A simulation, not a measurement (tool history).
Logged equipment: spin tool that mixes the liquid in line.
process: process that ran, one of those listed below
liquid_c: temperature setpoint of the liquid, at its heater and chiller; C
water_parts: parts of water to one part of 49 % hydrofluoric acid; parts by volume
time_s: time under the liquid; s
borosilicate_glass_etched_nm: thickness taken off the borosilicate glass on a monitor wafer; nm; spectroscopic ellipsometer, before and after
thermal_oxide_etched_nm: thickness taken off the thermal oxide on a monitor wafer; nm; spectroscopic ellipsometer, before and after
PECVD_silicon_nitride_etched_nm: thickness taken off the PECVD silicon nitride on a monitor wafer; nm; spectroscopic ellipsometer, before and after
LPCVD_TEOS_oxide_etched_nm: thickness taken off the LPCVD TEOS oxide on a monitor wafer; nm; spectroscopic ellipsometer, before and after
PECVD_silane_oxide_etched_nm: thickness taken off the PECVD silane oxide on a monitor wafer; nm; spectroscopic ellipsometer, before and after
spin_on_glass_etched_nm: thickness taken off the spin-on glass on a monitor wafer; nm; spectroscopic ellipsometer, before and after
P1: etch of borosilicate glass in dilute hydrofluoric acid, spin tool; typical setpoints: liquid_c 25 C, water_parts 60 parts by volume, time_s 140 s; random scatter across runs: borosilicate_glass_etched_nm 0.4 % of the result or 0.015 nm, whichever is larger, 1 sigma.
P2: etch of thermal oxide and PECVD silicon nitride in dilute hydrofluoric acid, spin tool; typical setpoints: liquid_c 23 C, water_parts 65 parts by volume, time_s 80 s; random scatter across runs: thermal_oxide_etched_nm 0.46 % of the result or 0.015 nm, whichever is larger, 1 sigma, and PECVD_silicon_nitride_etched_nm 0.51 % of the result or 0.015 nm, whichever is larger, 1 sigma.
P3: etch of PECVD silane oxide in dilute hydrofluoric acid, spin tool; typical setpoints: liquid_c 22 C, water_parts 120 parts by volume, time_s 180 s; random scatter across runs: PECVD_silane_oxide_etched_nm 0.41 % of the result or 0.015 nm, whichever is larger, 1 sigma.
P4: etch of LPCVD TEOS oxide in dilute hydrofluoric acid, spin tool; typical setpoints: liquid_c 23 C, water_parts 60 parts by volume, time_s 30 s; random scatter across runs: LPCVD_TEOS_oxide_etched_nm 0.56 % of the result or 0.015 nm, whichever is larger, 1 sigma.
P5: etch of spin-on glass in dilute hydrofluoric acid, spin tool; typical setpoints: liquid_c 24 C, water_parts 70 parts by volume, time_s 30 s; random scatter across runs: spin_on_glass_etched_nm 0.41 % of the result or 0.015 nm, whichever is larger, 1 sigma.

run,day,process,liquid_c,water_parts,time_s,borosilicate_glass_etched_nm,thermal_oxide_etched_nm,PECVD_silicon_nitride_etched_nm,LPCVD_TEOS_oxide_etched_nm,PECVD_silane_oxide_etched_nm,spin_on_glass_etched_nm
1,0.383,P1,25,60,140,48.694,,,,,
2,0.667,P2,29,65,80,,7.1331,6.4255,,,
# day 1.042: thermometer replaced
3,1.067,P4,23,20,30,,,,63.246,,
4,1.45,P3,22,65,180,,,,,39.81,
5,1.871,P2,23,65,80,,5.5809,4.3563,,,
6,2.325,P4,23,60,30,,,,20.1,,
7,2.612,P1,17.5,60,140,35.815,,,,,
8,2.871,P1,25,60,140,49.3,,,,,
9,3.35,P5,24,100,30,,,,,,11.638
10,3.779,P2,23,65,80,,5.6234,4.3079,,,
11,4.021,P5,24,70,30,,,,,,17.307
12,4.442,P2,23,110,80,,3.1509,2.5679,,,
13,4.683,P3,22,120,180,,,,,20.079,
14,4.896,P1,25,60,140,49.127,,,,,
15,5.208,P4,17.5,60,30,,,,15.946,,
16,5.438,P1,25,85,140,33.526,,,,,
17,5.762,P1,25,60,140,48.82,,,,,
18,6.004,P3,17,120,180,,,,,16.343,
19,6.429,P1,25,60,140,48.974,,,,,
20,6.667,P5,17,70,30,,,,,,12.917
# day 6.892: hydrofluoric acid flow meter replaced
21,7.104,P1,25,20,140,154.9,,,,,
22,7.446,P1,33,60,140,67.235,,,,,
23,7.729,P4,23,60,15,,,,10.049,,
24,7.996,P1,25,60,40,13.968,,,,,
25,8.233,P1,25,60,205,71.666,,,,,
26,8.708,P5,24,70,15,,,,,,8.7038
27,8.946,P1,28.5,20,140,178.73,,,,,
28,9.279,P3,22,120,305,,,,,33.895,
29,9.521,P1,25,60,140,48.94,,,,,
30,9.833,P2,23,65,145,,10.189,7.8104,,,
31,10.183,P1,25,60,140,49.181,,,,,
32,10.483,P1,25,60,140,50.49,,,,,
33,10.95,P1,25,60,140,51.319,,,,,
34,11.346,P1,25,60,140,51.671,,,,,
35,11.783,P1,25,60,140,52.623,,,,,
36,12.117,P1,25,60,140,52.287,,,,,
37,12.529,P1,25,60,140,52.432,,,,,

Compared with where it was, what P1 gives has crept away. Each cause listed below fits the log as well as the rest, at the size given for it:
A: hydrofluoric acid flow above the setpoint (%) = 6.98
B: liquid hotter than its thermometer reads (K) = 1.81
The process output started creeping at around day 10.183.

Consider the 4 single-wafer check runs listed below, results given as question marks: which one distinguishes between the causes by giving clearly different results for each?
check 1,12.942,P5,24,70,30,,,,,,?
check 2,12.942,P3,22,120,180,,,,,?,
check 3,12.942,P4,23,60,30,,,,?,,
check 4,12.942,P2,23,65,80,,?,?,,,

What each check would give under each cause:
check,result,if A,if B
check 1,spin_on_glass_etched_nm,18.588,18.576
check 2,PECVD_silane_oxide_etched_nm,21.64,21.531
check 3,LPCVD_TEOS_oxide_etched_nm,21.59,21.624
check 4,thermal_oxide_etched_nm,6.024,6.029
check 4,PECVD_silicon_nitride_etched_nm,4.6219,4.884
Per-check spread between the two closest causes, in the result where they differ most: check 1 0.06 %; check 2 0.5 %; check 3 0.16 %; check 4 5.52 %
The other checks would show nearly matching results whichever cause is true, so check 4 is the only one that separates the causes.

Here is what check 4 returned: thermal_oxide_etched_nm 6.0295 nm; PECVD_silicon_nitride_etched_nm 4.6174 nm. Which cause is it?

A is the cause: hydrofluoric acid flow above the setpoint (%).

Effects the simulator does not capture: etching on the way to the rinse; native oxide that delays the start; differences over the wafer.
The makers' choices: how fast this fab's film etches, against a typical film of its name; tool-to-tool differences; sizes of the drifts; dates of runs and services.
